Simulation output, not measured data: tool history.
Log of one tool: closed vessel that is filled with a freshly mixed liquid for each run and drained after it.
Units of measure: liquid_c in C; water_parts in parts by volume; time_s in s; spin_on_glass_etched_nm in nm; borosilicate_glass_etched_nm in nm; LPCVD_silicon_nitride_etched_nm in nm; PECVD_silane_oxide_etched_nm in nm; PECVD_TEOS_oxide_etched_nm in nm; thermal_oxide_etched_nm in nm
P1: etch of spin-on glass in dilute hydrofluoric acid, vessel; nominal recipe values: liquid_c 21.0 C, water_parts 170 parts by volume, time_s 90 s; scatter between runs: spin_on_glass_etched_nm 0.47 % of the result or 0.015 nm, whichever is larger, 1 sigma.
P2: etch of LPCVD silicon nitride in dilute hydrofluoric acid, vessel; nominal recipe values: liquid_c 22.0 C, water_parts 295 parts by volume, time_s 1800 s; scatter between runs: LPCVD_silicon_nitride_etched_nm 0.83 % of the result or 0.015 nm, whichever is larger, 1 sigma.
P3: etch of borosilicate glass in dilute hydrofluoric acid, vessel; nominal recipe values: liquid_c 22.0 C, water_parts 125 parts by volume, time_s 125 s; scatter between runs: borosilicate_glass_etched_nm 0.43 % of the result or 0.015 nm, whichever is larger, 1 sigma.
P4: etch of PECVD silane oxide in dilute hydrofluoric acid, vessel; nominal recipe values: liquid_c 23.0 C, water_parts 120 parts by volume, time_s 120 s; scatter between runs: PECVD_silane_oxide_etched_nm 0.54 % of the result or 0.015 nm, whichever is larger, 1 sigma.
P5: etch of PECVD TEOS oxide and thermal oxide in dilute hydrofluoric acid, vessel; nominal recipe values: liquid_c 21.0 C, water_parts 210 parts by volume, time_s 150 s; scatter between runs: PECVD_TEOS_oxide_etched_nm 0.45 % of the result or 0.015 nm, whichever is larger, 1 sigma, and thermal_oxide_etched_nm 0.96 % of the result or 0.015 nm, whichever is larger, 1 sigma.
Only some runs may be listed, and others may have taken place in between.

run,hour,process,liquid_c,water_parts,time_s,spin_on_glass_etched_nm,borosilicate_glass_etched_nm,LPCVD_silicon_nitride_etched_nm,PECVD_silane_oxide_etched_nm,PECVD_TEOS_oxide_etched_nm,thermal_oxide_etched_nm
1,6.4,P1,21.0,170,90,15.6290,,,,,
2,13.5,P1,21.0,170,90,15.6320,,,,,
3,18.6,P3,22.0,125,55,,9.781,,,,
4,24.1,P1,21.0,240,90,10.3270,,,,,
5,28.2,P1,21.0,170,30,5.2327,,,,,
6,33.2,P2,22.0,295,685,,,1.0010,,,
7,41.6,P4,23.0,120,120,,,,46.774,,
8,49.7,P5,21.0,210,30,,,,,1.7275,0.54978
9,58.2,P1,21.0,50,90,60.9170,,,,,
10,66.4,P4,23.0,55,120,,,,110.980,,
11,72.4,P4,23.0,120,45,,,,17.578,,
12,79.7,P1,17.0,170,90,13.2580,,,,,
13,86.0,P1,21.0,170,90,15.5970,,,,,
14,94.2,P2,29.0,295,1800,,,3.9593,,,
# hour 102.0: thermometer replaced
15,102.9,P1,21.0,170,90,15.5060,,,,,
16,108.8,P5,21.0,295,150,,,,,5.6422,1.81400
17,116.7,P1,17.0,285,90,7.1818,,,,,
18,123.5,P1,21.0,170,135,23.3730,,,,,
19,129.8,P2,22.0,295,1800,,,2.6146,,,
20,138.2,P2,22.0,150,1800,,,5.1031,,,
21,143.5,P3,22.0,220,125,,11.464,,,,
22,152.4,P2,22.0,295,1800,,,2.5348,,,
23,159.7,P5,17.0,210,150,,,,,7.3098,2.33350
24,166.4,P5,21.0,210,150,,,,,8.6347,2.76310
25,171.0,P1,28.0,170,90,20.4170,,,,,
26,175.6,P3,17.0,125,125,,18.314,,,,
27,182.8,P1,21.0,170,90,15.5850,,,,,
28,191.6,P4,23.0,120,120,,,,46.942,,
29,199.3,P3,22.0,125,125,,22.243,,,,
30,205.6,P4,30.5,120,120,,,,62.426,,
31,213.1,P1,21.0,170,90,15.5090,,,,,
32,222.1,P1,21.0,170,90,16.0960,,,,,
33,228.3,P1,21.0,170,90,16.4030,,,,,
34,236.9,P1,21.0,170,90,16.7170,,,,,
35,242.0,P1,21.0,170,90,16.8370,,,,,
36,250.3,P1,21.0,170,90,16.8880,,,,,
37,258.9,P1,21.0,170,90,17.0170,,,,,

Run 38 comes next. What will it give?
38,266.6,P1,21.0,170,90,?,,,,,

spin_on_glass_etched_nm: 16.8590 nm
